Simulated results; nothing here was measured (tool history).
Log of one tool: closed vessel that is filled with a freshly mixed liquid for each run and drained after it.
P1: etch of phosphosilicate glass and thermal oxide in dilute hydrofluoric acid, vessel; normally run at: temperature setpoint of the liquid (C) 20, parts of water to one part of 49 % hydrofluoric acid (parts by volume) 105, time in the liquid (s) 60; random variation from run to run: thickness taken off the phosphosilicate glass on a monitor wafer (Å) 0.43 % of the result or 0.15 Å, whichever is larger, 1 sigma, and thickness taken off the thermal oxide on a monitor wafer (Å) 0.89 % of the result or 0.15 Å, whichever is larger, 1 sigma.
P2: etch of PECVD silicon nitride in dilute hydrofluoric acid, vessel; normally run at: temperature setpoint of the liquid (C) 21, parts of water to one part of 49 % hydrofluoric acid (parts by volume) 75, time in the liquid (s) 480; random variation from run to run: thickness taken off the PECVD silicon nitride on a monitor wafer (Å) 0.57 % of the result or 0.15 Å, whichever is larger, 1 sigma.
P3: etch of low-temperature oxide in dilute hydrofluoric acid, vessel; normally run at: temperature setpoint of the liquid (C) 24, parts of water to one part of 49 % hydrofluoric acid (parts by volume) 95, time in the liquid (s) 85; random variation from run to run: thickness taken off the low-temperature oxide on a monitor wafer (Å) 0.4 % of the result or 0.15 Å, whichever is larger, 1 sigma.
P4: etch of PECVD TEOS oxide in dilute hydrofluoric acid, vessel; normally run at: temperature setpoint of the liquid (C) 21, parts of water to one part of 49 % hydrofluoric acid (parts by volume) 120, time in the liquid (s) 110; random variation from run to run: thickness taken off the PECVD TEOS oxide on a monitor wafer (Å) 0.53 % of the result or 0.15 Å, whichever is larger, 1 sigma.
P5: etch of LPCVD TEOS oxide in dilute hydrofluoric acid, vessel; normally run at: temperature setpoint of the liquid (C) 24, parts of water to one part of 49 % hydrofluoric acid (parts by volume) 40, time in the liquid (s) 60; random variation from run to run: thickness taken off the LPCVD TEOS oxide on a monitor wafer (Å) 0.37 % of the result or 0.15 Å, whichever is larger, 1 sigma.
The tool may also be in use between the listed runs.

| run | hour | process that ran | temperature setpoint of the liquid (C) | parts of water to one part of 49 % hydrofluoric acid (parts by volume) | time in the liquid (s) | hours since the thermometer was replaced | hours since the hydrofluoric acid flow meter was replaced | thickness taken off the phosphosilicate glass on a monitor wafer (Å) | thickness taken off the thermal oxide on a monitor wafer (Å) | thickness taken off the LPCVD TEOS oxide on a monitor wafer (Å) | thickness taken off the PECVD silicon nitride on a monitor wafer (Å) | thickness taken off the PECVD TEOS oxide on a monitor wafer (Å) | thickness taken off the low-temperature oxide on a monitor wafer (Å) |
|---|---|---|---|---|---|---|---|---|---|---|---|---|---|
| 1 | 13.3 | P1 | 20 | 105 | 60 | 1013.7 | 570.3 | 574.96 | 22.114 |  |  |  |  |
| 2 | 22.9 | P1 | 17 | 105 | 90 | 1023.3 | 579.9 | 758.6 | 28.878 |  |  |  |  |
| 3 | 32.4 | P5 | 24 | 40 | 30 | 1032.8 | 589.4 |  |  | 175.95 |  |  |  |
| 4 | 43.4 | P2 | 21 | 75 | 480 | 1043.8 | 600.4 |  |  |  | 235.23 |  |  |
| 5 | 52.1 | P4 | 21 | 120 | 110 | 1052.5 | 609.1 |  |  |  |  | 103.46 |  |
| 6 | 60.2 | P2 | 17 | 75 | 480 | 1060.6 | 617.2 |  |  |  | 176.03 |  |  |
| 7 | 73.9 | P3 | 24 | 95 | 85 | 1074.3 | 630.9 |  |  |  |  |  | 182.24 |
| 8 | 89.4 | P1 | 20 | 105 | 105 | 1089.8 | 646.4 | 1006.9 | 38.852 |  |  |  |  |
| 9 | 98.1 | P4 | 17 | 120 | 110 | 1098.5 | 655.1 |  |  |  |  | 87.73 |  |
| 10 | 112 | P1 | 20 | 55 | 60 | 1112.4 | 669 | 1157.1 | 44.749 |  |  |  |  |
| 11 | 120.6 | P3 | 29.5 | 95 | 85 | 1121 | 677.6 |  |  |  |  |  | 224.94 |
| 12 | 132.9 | P3 | 24 | 45 | 85 | 1133.3 | 689.9 |  |  |  |  |  | 408.21 |
| 13 | 146.3 | P2 | 21 | 25 | 480 | 1146.7 | 703.3 |  |  |  | 678.88 |  |  |
| 14 | 155.1 | P4 | 21 | 50 | 110 | 1155.5 | 712.1 |  |  |  |  | 271.44 |  |
| 15 | 164 | P1 | 20 | 105 | 60 | 1164.4 | 721 | 572.91 | 21.993 |  |  |  |  |
| 16 | 175.8 | P1 | 20 | 105 | 60 | 1176.2 | 732.8 | 576.78 | 21.897 |  |  |  |  |
| 17 | 184.1 | P4 | 21 | 120 | 110 | 1184.5 | 741.1 |  |  |  |  | 104.43 |  |
| 18 | 198.8 | P1 | 20 | 105 | 60 | 1199.2 | 755.8 | 573.14 | 22.051 |  |  |  |  |
| 19 | 213.9 | P2 | 21 | 75 | 755 | 1214.3 | 770.9 |  |  |  | 369.24 |  |  |
| 20 | 228.7 | P5 | 29.5 | 40 | 60 | 1229.1 | 785.7 |  |  | 444.29 |  |  |  |
| 21 | 243 | P5 | 24 | 25 | 60 | 1243.4 | 800 |  |  | 581.77 |  |  |  |
| 22 | 251.5 | P3 | 24 | 95 | 165 | 1251.9 | 808.5 |  |  |  |  |  | 350.18 |
| 23 | 265.7 | P1 | 20 | 105 | 60 | 1266.1 | 822.7 | 576.12 | 22.431 |  |  |  |  |
| 24 | 275 | P1 | 20 | 175 | 60 | 1275.4 | 832 | 320.36 | 12.556 |  |  |  |  |
| 25 | 287.5 | P1 | 24.5 | 105 | 60 | 1287.9 | 844.5 | 685.27 | 25.849 |  |  |  |  |
| 26 | 302.2 | P1 | 20 | 150 | 35 | 1302.6 | 859.2 | 224.07 | 8.6559 |  |  |  |  |
| 27 | 316.1 | P1 | 17 | 105 | 60 | 1316.5 | 873.1 | 507.22 | 18.936 |  |  |  |  |
| 28 | 325.3 | P5 | 24 | 40 | 60 | 1325.7 | 882.3 |  |  | 355.71 |  |  |  |
| 29 | 337.5 | P1 | 20 | 105 | 30 | 1337.9 | 894.5 | 287.03 | 11.365 |  |  |  |  |
| 30 | 345.3 | P1 | 20 | 105 | 60 | 1345.7 | 902.3 | 573.71 | 21.655 |  |  |  |  |
| 31 | 359.4 | P4 | 21 | 120 | 35 | 1359.8 | 916.4 |  |  |  |  | 32.81 |  |
| 32 | 370.7 | P1 | 20 | 105 | 60 | 1371.1 | 927.7 | 574.6 | 22.091 |  |  |  |  |
| 33 | 379.2 | P1 | 20 | 105 | 60 | 1379.6 | 936.2 | 595.93 | 22.718 |  |  |  |  |
| 34 | 386.4 | P1 | 20 | 105 | 60 | 1386.8 | 943.4 | 601.01 | 23.018 |  |  |  |  |
| 35 | 394.7 | P1 | 20 | 105 | 60 | 1395.1 | 951.7 | 611.36 | 23.814 |  |  |  |  |
| 36 | 404.2 | P1 | 20 | 105 | 60 | 1404.6 | 961.2 | 619.17 | 23.864 |  |  |  |  |
| 37 | 418.3 | P1 | 20 | 105 | 60 | 1418.7 | 975.3 | 624.36 | 23.996 |  |  |  |  |
| 38 | 427.8 | P1 | 20 | 105 | 60 | 1428.2 | 984.8 | 627.3 | 24.301 |  |  |  |  |
| 39 | 443 | P1 | 20 | 105 | 60 | 1443.4 | 1000 | 635.59 | 24.595 |  |  |  |  |
| 40 | 457.6 | P1 | 20 | 105 | 60 | 1458 | 1014.6 | 630.61 | 24.517 |  |  |  |  |
| 41 | 470.1 | P1 | 20 | 105 | 60 | 1470.5 | 1027.1 | 626.87 | 24.199 |  |  |  |  |

What P1 gives has crept away from where it was. These 2 causes fit the log equally well, each at the size given:
A: liquid hotter than its thermometer reads (K) = 2.37
B: hydrofluoric acid flow above the setpoint (%) = 8.98
The creep began at about hour 370.7.

4 check runs are offered, one wafer each, their results left as question marks. Which one tells the causes apart?
| check 1 | 482.6 | P2 | 21 | 75 | 480 |  |  |  |  |  | ? |  |  |
| check 2 | 482.6 | P4 | 21 | 120 | 110 |  |  |  |  |  |  | ? |  |
| check 3 | 482.6 | P3 | 24 | 95 | 85 |  |  |  |  |  |  |  | ? |
| check 4 | 482.6 | P5 | 24 | 40 | 60 |  |  |  |  | ? |  |  |  |

What each check would give under each cause:
| check | result | if A | if B |
|---|---|---|---|
| check 1 | thickness taken off the PECVD silicon nitride on a monitor wafer (Å) | 275.17 | 254.99 |
| check 2 | thickness taken off the PECVD TEOS oxide on a monitor wafer (Å) | 113.89 | 114.22 |
| check 3 | thickness taken off the low-temperature oxide on a monitor wafer (Å) | 199.24 | 199.74 |
| check 4 | thickness taken off the LPCVD TEOS oxide on a monitor wafer (Å) | 391.18 | 388.48 |
How far apart the two closest causes lie, in the result that separates them most: check 1 7.61 %; check 2 0.29 %; check 3 0.25 %; check 4 0.69 %
Only check 1 tells the causes apart: in the others they would give nearly the same result.

Check 1 was then run and gave: thickness taken off the PECVD silicon nitride on a monitor wafer (Å) 255.11. Which cause is it?

It is B: hydrofluoric acid flow above the setpoint (%).
